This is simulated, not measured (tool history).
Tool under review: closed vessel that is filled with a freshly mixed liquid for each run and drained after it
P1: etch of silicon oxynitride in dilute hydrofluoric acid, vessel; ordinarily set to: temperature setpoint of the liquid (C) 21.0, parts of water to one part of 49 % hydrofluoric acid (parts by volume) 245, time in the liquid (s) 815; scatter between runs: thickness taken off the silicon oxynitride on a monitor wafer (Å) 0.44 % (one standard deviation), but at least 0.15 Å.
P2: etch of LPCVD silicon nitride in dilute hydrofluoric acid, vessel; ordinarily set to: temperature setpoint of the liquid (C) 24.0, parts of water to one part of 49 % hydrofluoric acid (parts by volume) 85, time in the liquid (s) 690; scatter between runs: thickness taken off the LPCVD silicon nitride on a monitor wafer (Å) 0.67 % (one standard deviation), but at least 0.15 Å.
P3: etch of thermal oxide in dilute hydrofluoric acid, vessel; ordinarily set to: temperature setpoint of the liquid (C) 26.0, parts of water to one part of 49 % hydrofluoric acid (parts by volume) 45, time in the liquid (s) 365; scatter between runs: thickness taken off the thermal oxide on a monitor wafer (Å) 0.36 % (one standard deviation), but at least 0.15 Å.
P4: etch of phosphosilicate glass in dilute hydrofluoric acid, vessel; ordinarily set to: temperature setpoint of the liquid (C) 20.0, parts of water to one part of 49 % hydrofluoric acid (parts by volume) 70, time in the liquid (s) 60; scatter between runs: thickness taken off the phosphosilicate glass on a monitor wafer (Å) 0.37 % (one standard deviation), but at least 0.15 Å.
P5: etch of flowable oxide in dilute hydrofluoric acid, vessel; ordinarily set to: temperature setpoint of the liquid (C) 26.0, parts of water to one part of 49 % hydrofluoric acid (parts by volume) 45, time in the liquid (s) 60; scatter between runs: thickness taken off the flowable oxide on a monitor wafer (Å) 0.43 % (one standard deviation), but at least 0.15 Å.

run   hour  process that ran  temperature setpoint of the liquid (C)  parts of water to one part of 49 % hydrofluoric acid (parts by volume)  time in the liquid (s)  thickness taken off the silicon oxynitride on a monitor wafer (Å)  thickness taken off the LPCVD silicon nitride on a monitor wafer (Å)  thickness taken off the flowable oxide on a monitor wafer (Å)  thickness taken off the phosphosilicate glass on a monitor wafer (Å)  thickness taken off the thermal oxide on a monitor wafer (Å)
  1    8.1                P1                                    21.0                                                                     245                     815                                                            99.6520
  2   13.4                P2                                    24.0                                                                      85                      45                                                                                                                                   2.6103
  3   19.0                P1                                    21.0                                                                     245                    1235                                                           150.5400
  4   24.8                P5                                    26.0                                                                      75                      60                                                                                                                                                                                                  315.04
  5   34.5                P4                                    17.0                                                                      70                      60                                                                                                                                                                                                                                                                        395.97
  6   44.8                P4                                    20.0                                                                      70                      60                                                                                                                                                                                                                                                                        447.38
  7   52.1                P1                                    21.0                                                                     425                     815                                                            52.0850
  8   60.2                P5                                    26.0                                                                      45                      60                                                                                                                                                                                                  545.52
  9   67.1                P4                                    20.0                                                                      70                      60                                                                                                                                                                                                                                                                        448.42
 10   74.6                P1                                    27.5                                                                     325                     815                                                            93.4480
 11   81.6                P1                                    17.0                                                                     245                     815                                                            83.2580
 12   87.7                P1                                    21.0                                                                     245                     815                                                            99.7330
 13   97.9                P1                                    17.0                                                                      90                     815                                                           248.4000
 14  104.8                P4                                    20.0                                                                     125                      60                                                                                                                                                                                                                                                                        235.68
 15  111.5                P1                                    21.0                                                                     340                     430                                                            35.5770
 16  116.9                P2                                    24.0                                                                     140                     690                                                                                                                                  25.6950
 17  127.5                P4                                    20.0                                                                      70                     100                                                                                                                                                                                                                                                                        749.36
 18  137.2                P1                                    27.5                                                                     245                     815                                                           132.6400
 19  144.9                P3                                    26.0                                                                      45                     365                                                                                                                                                                                                                                                                                                                                      458.38
 20  154.0                P1                                    21.0                                                                     245                     815                                                            98.9210
 21  159.1                P1                                    21.0                                                                     135                     815                                                           196.7900
 22  165.3                P1                                    21.0                                                                     245                     815                                                            99.4780
 23  171.1                P1                                    21.0                                                                     245                     815                                                           100.1300
 24  177.1                P3                                    26.0                                                                      75                     365                                                                                                                                                                                                                                                                                                                                      262.75
 25  187.2                P5                                    30.0                                                                      45                      60                                                                                                                                                                                                  637.54
 26  194.8                P5                                    26.0                                                                      45                      30                                                                                                                                                                                                  272.63
 27  205.6                P1                                    21.0                                                                     245                     815                                                            99.7520
 28  214.2                P3                                    32.0                                                                      45                     365                                                                                                                                                                                                                                                                                                                                      581.33
 29  224.0                P1                                    21.0                                                                     245                      75                                                             9.1266
 30  229.2                P3                                    26.0                                                                      45                     550                                                                                                                                                                                                                                                                                                                                      691.38
 31  239.4                P2                                    29.5                                                                      85                     690                                                                                                                                  60.1080
 32  245.3                P1                                    21.0                                                                     245                     815                                                            99.7660
 33  253.2                P2                                    24.0                                                                      85                     690                                                                                                                                  41.7950
 34  261.7                P1                                    21.0                                                                     245                     815                                                           100.3900
 35  270.8                P1                                    21.0                                                                     245                     815                                                            96.9320
 36  279.8                P1                                    21.0                                                                     245                     815                                                            94.8040
 37  286.8                P1                                    21.0                                                                     245                     815                                                            93.8320
 38  295.3                P1                                    21.0                                                                     245                     815                                                            93.1730
 39  304.5                P1                                    21.0                                                                     245                     815                                                            92.5560
 40  309.8                P1                                    21.0                                                                     245                     815                                                            91.8030
 41  314.6                P1                                    21.0                                                                     245                     815                                                            91.4700
 42  325.4                P1                                    21.0                                                                     245                     815                                                            92.0080
 43  331.9                P1                                    21.0                                                                     245                     815                                                            91.8990
 44  340.1                P1                                    21.0                                                                     245                     815                                                            91.5830
 45  350.1                P1                                    21.0                                                                     245                     815                                                            92.2080

P1 has crept away from where it was. The log is fitted equally well by each of these 2 causes, at the sizes shown:
A: liquid colder than its thermometer reads (K) = 1.96
B: hydrofluoric acid flow below the setpoint (%) = 7.35
Creep in the process output first set in at about hour 261.7.

4 check runs are offered, one wafer each, their results left as question marks. Which one tells the causes apart?
check 1  360.1                P3                                    26.0                                                                      45                     365                                                                                                                                                                                                                                                                                                                                           ?
check 2  360.1                P4                                    20.0                                                                      70                      60                                                                                                                                                                                                                                                                             ?
check 3  360.1                P5                                    26.0                                                                      45                      60                                                                                                                                                                                                       ?
check 4  360.1                P2                                    24.0                                                                      85                     690                                                                                                                                        ?

Check results expected under each cause:
  check                                                                result     if A     if B
check 1          thickness taken off the thermal oxide on a monitor wafer (Å)   421.83   421.41
check 2  thickness taken off the phosphosilicate glass on a monitor wafer (Å)   412.73   412.74
check 3         thickness taken off the flowable oxide on a monitor wafer (Å)   503.25   502.75
check 4  thickness taken off the LPCVD silicon nitride on a monitor wafer (Å)  36.5030  38.5970
Per-check spread between the two closest causes, in the result where they differ most: check 1 0.1 %; check 2 0 %; check 3 0.1 %; check 4 5.58 %
Check 4 is the one run that separates the causes; every other check would come out nearly the same whichever cause is at work.

The results of check 4 are: thickness taken off the LPCVD silicon nitride on a monitor wafer (Å) 36.5320. Based on these, which of the listed causes is it?

It was cause A: liquid colder than its thermometer reads (K).
